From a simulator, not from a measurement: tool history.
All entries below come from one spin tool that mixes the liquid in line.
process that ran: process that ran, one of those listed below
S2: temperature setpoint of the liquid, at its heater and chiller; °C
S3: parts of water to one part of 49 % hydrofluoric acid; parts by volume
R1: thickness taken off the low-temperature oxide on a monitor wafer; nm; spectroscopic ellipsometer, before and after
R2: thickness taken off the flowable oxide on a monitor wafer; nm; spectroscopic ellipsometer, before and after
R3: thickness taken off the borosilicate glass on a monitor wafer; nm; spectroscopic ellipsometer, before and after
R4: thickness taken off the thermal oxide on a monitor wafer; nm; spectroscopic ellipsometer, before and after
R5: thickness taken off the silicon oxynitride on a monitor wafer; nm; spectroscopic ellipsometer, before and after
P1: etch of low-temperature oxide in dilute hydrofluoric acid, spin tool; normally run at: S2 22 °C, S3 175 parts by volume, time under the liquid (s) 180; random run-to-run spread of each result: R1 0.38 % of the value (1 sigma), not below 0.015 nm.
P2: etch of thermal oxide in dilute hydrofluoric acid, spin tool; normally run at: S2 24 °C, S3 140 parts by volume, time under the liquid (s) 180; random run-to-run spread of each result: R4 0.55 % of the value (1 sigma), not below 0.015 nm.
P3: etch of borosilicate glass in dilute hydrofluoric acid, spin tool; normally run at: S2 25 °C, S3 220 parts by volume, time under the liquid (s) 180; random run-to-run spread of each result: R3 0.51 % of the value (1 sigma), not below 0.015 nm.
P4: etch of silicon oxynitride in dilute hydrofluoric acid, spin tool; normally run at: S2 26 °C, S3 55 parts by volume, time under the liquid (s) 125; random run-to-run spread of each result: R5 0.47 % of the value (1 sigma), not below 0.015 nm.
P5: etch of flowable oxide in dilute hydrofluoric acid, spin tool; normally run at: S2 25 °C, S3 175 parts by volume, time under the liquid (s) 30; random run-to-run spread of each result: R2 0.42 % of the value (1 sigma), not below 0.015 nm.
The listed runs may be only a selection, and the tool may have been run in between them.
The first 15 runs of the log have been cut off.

Run 16, hour 110.6: process that ran P4, S2 26 °C, S3 55 parts by volume, time under the liquid (s) 235. Result: R5 11.342 nm.
Run 17, hour 117.8: process that ran P5, S2 25 °C, S3 175 parts by volume, time under the liquid (s) 60. Result: R2 14.975 nm.
Run 18, hour 126.1: process that ran P3, S2 17 °C, S3 220 parts by volume, time under the liquid (s) 180. Result: R3 13.976 nm.
Run 19, hour 132.3: process that ran P4, S2 26 °C, S3 55 parts by volume, time under the liquid (s) 125. Result: R5 6.0657 nm.
Run 20, hour 138.5: process that ran P5, S2 31.5 °C, S3 175 parts by volume, time under the liquid (s) 30. Result: R2 9.3805 nm.
Run 21, hour 147.6: process that ran P2, S2 24 °C, S3 140 parts by volume, time under the liquid (s) 360. Result: R4 11.787 nm.
Run 22, hour 157.1: process that ran P1, S2 22 °C, S3 175 parts by volume, time under the liquid (s) 180. Result: R1 16.915 nm.
Run 23, hour 162.4: process that ran P4, S2 26 °C, S3 55 parts by volume, time under the liquid (s) 125. Result: R5 6.0489 nm.
Run 24, hour 170.9: process that ran P2, S2 24 °C, S3 30 parts by volume, time under the liquid (s) 180. Result: R4 31.585 nm.
Run 25, hour 177.2: process that ran P3, S2 25 °C, S3 220 parts by volume, time under the liquid (s) 180. Result: R3 18.743 nm.
Run 26, hour 185.2: process that ran P1, S2 22 °C, S3 175 parts by volume, time under the liquid (s) 180. Result: R1 16.784 nm.
Run 27, hour 192.7: process that ran P4, S2 20 °C, S3 55 parts by volume, time under the liquid (s) 125. Result: R5 4.5284 nm.
Run 28, hour 199.1: process that ran P1, S2 22 °C, S3 175 parts by volume, time under the liquid (s) 330. Result: R1 31.175 nm.
Run 29, hour 204.2: process that ran P3, S2 25 °C, S3 340 parts by volume, time under the liquid (s) 180. Result: R3 10.763 nm.
Run 30, hour 210.4: process that ran P2, S2 24 °C, S3 140 parts by volume, time under the liquid (s) 180. Result: R4 5.9718 nm.
Run 31, hour 217.2: process that ran P1, S2 22 °C, S3 175 parts by volume, time under the liquid (s) 180. Result: R1 16.916 nm.
Run 32, hour 225.5: process that ran P1, S2 22 °C, S3 175 parts by volume, time under the liquid (s) 180. Result: R1 16.063 nm.
Run 33, hour 230.5: process that ran P1, S2 22 °C, S3 175 parts by volume, time under the liquid (s) 180. Result: R1 15.935 nm.
Run 34, hour 237.3: process that ran P1, S2 22 °C, S3 175 parts by volume, time under the liquid (s) 180. Result: R1 15.681 nm.
Run 35, hour 241.9: process that ran P1, S2 22 °C, S3 175 parts by volume, time under the liquid (s) 180. Result: R1 15.55 nm.
Run 36, hour 246.8: process that ran P1, S2 22 °C, S3 175 parts by volume, time under the liquid (s) 180. Result: R1 15.564 nm.

Predict the results of run 37:
Run 37, hour 255.4: process that ran P1, S2 22 °C, S3 175 parts by volume, time under the liquid (s) 180. Result: R1 ?.

{"run 37": {"R1": 15.401}}
